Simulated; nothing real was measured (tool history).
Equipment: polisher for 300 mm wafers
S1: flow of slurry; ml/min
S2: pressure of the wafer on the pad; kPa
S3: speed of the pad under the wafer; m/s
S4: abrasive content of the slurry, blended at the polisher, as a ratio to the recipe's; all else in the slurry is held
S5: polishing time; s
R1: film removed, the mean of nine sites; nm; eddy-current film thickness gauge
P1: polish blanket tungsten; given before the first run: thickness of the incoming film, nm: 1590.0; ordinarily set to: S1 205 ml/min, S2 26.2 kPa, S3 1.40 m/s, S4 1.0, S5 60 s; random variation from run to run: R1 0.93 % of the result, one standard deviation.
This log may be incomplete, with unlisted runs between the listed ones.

run    day   S1    S2    S3   S4  S5      R1
  1  0.296  205  26.2  1.40  1.0  60  339.73
  2  0.667  205  26.2  1.40  1.0  27  153.47
  3  0.996  205  36.5  1.40  1.0  60  474.16
  4  1.288  205  26.2  1.40  1.5  60  373.25
  5  1.508  205  26.2  0.66  1.0  60  162.27
  6  1.846  205  26.2  1.40  1.0  60  339.43
  7  2.221  205  26.2  1.40  1.0  60  333.97
     2.446  -- worn pad replaced by a new one
  8  2.575  205  26.2  1.04  0.6  60  223.01
  9  2.967  205  17.2  1.40  1.0  60  218.26
 10  3.354  205  26.2  1.40  1.0  60  339.65
 11  3.567  205  26.2  1.40  0.5  60  287.62
     3.738  -- slurry nozzle cleaned
 12  3.792  125  26.2  1.40  1.0  60  314.92
 13  4.196  205  26.2  2.04  1.0  60  487.12

Predict the results of run 14:
 14  4.392  205  26.2  1.40  1.0  90   ?

{"run 14": {"R1": 507.73}}
